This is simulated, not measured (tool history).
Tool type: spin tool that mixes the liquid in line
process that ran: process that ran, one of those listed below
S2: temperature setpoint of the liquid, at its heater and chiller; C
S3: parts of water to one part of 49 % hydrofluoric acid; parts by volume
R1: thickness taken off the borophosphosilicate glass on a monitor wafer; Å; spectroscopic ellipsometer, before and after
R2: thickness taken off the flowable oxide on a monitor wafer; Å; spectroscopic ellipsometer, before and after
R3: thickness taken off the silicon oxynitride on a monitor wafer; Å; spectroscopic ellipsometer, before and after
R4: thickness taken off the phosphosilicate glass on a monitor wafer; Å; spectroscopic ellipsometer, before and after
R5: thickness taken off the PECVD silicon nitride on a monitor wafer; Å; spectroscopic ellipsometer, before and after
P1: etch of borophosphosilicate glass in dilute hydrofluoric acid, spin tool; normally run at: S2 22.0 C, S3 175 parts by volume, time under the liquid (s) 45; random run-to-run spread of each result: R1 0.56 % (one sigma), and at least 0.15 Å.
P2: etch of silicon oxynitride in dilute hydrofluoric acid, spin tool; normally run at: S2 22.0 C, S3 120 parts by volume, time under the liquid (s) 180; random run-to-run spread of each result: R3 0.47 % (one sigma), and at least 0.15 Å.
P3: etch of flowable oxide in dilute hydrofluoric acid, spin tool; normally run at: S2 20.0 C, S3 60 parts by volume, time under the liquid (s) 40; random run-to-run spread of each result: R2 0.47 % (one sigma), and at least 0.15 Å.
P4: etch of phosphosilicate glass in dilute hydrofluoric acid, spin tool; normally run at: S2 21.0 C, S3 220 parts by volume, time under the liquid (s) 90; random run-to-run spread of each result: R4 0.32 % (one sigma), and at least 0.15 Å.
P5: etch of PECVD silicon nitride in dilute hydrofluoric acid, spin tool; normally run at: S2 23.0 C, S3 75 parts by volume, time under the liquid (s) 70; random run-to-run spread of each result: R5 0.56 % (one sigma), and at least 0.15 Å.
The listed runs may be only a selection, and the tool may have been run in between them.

{"run": 1, "hour": 7.3, "process that ran": "P1", "S2": 22.0, "S3": 175, "time under the liquid (s)": 45, "R1": 159.23}
{"run": 2, "hour": 14.1, "process that ran": "P3", "S2": 26.5, "S3": 60, "time under the liquid (s)": 40, "R2": 273.86}
{"run": 3, "hour": 23.1, "process that ran": "P2", "S2": 17.0, "S3": 120, "time under the liquid (s)": 180, "R3": 35.726}
{"run": 4, "hour": 30.3, "process that ran": "P3", "S2": 20.0, "S3": 60, "time under the liquid (s)": 75, "R2": 394.93}
{"run": 5, "hour": 38.4, "process that ran": "P1", "S2": 22.0, "S3": 300, "time under the liquid (s)": 45, "R1": 81.478}
{"run": 6, "hour": 51.3, "process that ran": "P1", "S2": 22.0, "S3": 175, "time under the liquid (s)": 45, "R1": 158.84}
{"run": 7, "hour": 64.2, "process that ran": "P4", "S2": 17.0, "S3": 220, "time under the liquid (s)": 90, "R4": 300.27}
{"run": 8, "hour": 74.4, "process that ran": "P5", "S2": 17.0, "S3": 75, "time under the liquid (s)": 70, "R5": 31.655}
{"run": 9, "hour": 86.2, "process that ran": "P2", "S2": 22.0, "S3": 220, "time under the liquid (s)": 180, "R3": 23.189}
{"run": 10, "hour": 95.9, "process that ran": "P4", "S2": 21.0, "S3": 220, "time under the liquid (s)": 90, "R4": 351.82}
{"run": 11, "hour": 102.4, "process that ran": "P1", "S2": 22.0, "S3": 75, "time under the liquid (s)": 20, "R1": 183.6}
{"run": 12, "hour": 113.7, "process that ran": "P1", "S2": 30.0, "S3": 175, "time under the liquid (s)": 45, "R1": 213.57}
{"run": 13, "hour": 120.2, "process that ran": "P1", "S2": 19.0, "S3": 265, "time under the liquid (s)": 45, "R1": 84.694}
{"run": 14, "hour": 126.1, "process that ran": "P5", "S2": 23.0, "S3": 75, "time under the liquid (s)": 135, "R5": 91.877}
{"run": 15, "hour": 138.3, "process that ran": "P2", "S2": 22.0, "S3": 120, "time under the liquid (s)": 180, "R3": 45.213}
{"run": 16, "hour": 149.7, "process that ran": "P2", "S2": 22.0, "S3": 120, "time under the liquid (s)": 315, "R3": 80.284}
{"run": 17, "hour": 158.8, "process that ran": "P3", "S2": 20.0, "S3": 20, "time under the liquid (s)": 40, "R2": 653.24}
{"run": 18, "hour": 166.1, "process that ran": "P4", "S2": 21.0, "S3": 220, "time under the liquid (s)": 175, "R4": 685.51}
{"run": 19, "hour": 178.1, "process that ran": "P5", "S2": 23.0, "S3": 130, "time under the liquid (s)": 70, "R5": 27.401}
{"run": 20, "hour": 191.3, "process that ran": "P3", "S2": 20.0, "S3": 60, "time under the liquid (s)": 40, "R2": 208.95}
{"run": 21, "hour": 202.1, "process that ran": "P1", "S2": 22.0, "S3": 65, "time under the liquid (s)": 80, "R1": 855.17}
{"run": 22, "hour": 210.7, "process that ran": "P4", "S2": 21.0, "S3": 35, "time under the liquid (s)": 90, "R4": 2706.0}
{"run": 23, "hour": 221.2, "process that ran": "P1", "S2": 22.0, "S3": 175, "time under the liquid (s)": 45, "R1": 157.28}
{"run": 24, "hour": 228.6, "process that ran": "P1", "S2": 22.0, "S3": 175, "time under the liquid (s)": 15, "R1": 53.066}
{"run": 25, "hour": 234.2, "process that ran": "P1", "S2": 22.0, "S3": 175, "time under the liquid (s)": 85, "R1": 297.32}
{"run": 26, "hour": 240.7, "process that ran": "P1", "S2": 22.0, "S3": 175, "time under the liquid (s)": 45, "R1": 158.26}
{"run": 27, "hour": 247.5, "process that ran": "P1", "S2": 17.0, "S3": 175, "time under the liquid (s)": 45, "R1": 130.77}
{"run": 28, "hour": 255.9, "process that ran": "P1", "S2": 22.0, "S3": 65, "time under the liquid (s)": 45, "R1": 478.38}
{"run": 29, "hour": 263.9, "process that ran": "P1", "S2": 22.0, "S3": 175, "time under the liquid (s)": 45, "R1": 157.32}
{"run": 30, "hour": 276.4, "process that ran": "P1", "S2": 22.0, "S3": 175, "time under the liquid (s)": 45, "R1": 158.03}
{"run": 31, "hour": 287.4, "process that ran": "P5", "S2": 23.0, "S3": 75, "time under the liquid (s)": 70, "R5": 47.451}
{"run": 32, "hour": 298.2, "process that ran": "P1", "S2": 22.0, "S3": 175, "time under the liquid (s)": 45, "R1": 159.35}
{"run": 33, "hour": 306.8, "process that ran": "P1", "S2": 22.0, "S3": 175, "time under the liquid (s)": 45, "R1": 153.27}
{"run": 34, "hour": 314.5, "process that ran": "P1", "S2": 22.0, "S3": 175, "time under the liquid (s)": 45, "R1": 151.58}
{"run": 35, "hour": 327.0, "process that ran": "P1", "S2": 22.0, "S3": 175, "time under the liquid (s)": 45, "R1": 151.41}
{"run": 36, "hour": 337.8, "process that ran": "P1", "S2": 22.0, "S3": 175, "time under the liquid (s)": 45, "R1": 148.77}
{"run": 37, "hour": 344.0, "process that ran": "P1", "S2": 22.0, "S3": 175, "time under the liquid (s)": 45, "R1": 150.59}
{"run": 38, "hour": 353.8, "process that ran": "P1", "S2": 22.0, "S3": 175, "time under the liquid (s)": 45, "R1": 146.82}
{"run": 39, "hour": 364.8, "process that ran": "P1", "S2": 22.0, "S3": 175, "time under the liquid (s)": 45, "R1": 148.2}
{"run": 40, "hour": 375.5, "process that ran": "P1", "S2": 22.0, "S3": 175, "time under the liquid (s)": 45, "R1": 147.5}
{"run": 41, "hour": 387.5, "process that ran": "P1", "S2": 22.0, "S3": 175, "time under the liquid (s)": 45, "R1": 148.23}
{"run": 42, "hour": 394.8, "process that ran": "P1", "S2": 22.0, "S3": 175, "time under the liquid (s)": 45, "R1": 148.36}

Something has made what P1 gives creep away from where it was; the 2 causes below, each at its own stated size, fit the log equally well:
A: liquid colder than its thermometer reads (K) = 1.78
B: hydrofluoric acid flow below the setpoint (%) = 5.63
The creep began at about hour 298.2.

Listed below are the offered check runs, one wafer per run, with question marks in place of results. For which of them would the causes give clearly different outcomes?
{"run": "check 1", "hour": 402.1, "process that ran": "P2", "S2": 22.0, "S3": 205, "time under the liquid (s)": 260, "R3": "?"}
{"run": "check 2", "hour": 402.1, "process that ran": "P5", "S2": 17.0, "S3": 75, "time under the liquid (s)": 95, "R5": "?"}
{"run": "check 3", "hour": 402.1, "process that ran": "P3", "S2": 26.5, "S3": 60, "time under the liquid (s)": 40, "R2": "?"}
{"run": "check 4", "hour": 402.1, "process that ran": "P4", "S2": 17.0, "S3": 220, "time under the liquid (s)": 90, "R4": "?"}

How each check would come out, cause by cause:
check=check_1 result=R3 if_A=33.251 if_B=33.759
check=check_2 result=R5 if_A=37.639 if_B=40.370
check=check_3 result=R2 if_A=253.81 if_B=256.06
check=check_4 result=R4 if_A=280.62 if_B=280.99
Smallest distance between any two causes, each pair judged by its most separating result, in per cent: check 1 1.51 %; check 2 7 %; check 3 0.88 %; check 4 0.13 %
The causes can be told apart only by check 2. The other checks would give nearly the same results under each of them.

Check 2 has now been run. It gave: R5 40.473 Å. Which of the candidate causes is it?

The correct cause is B, namely: hydrofluoric acid flow below the setpoint (%).
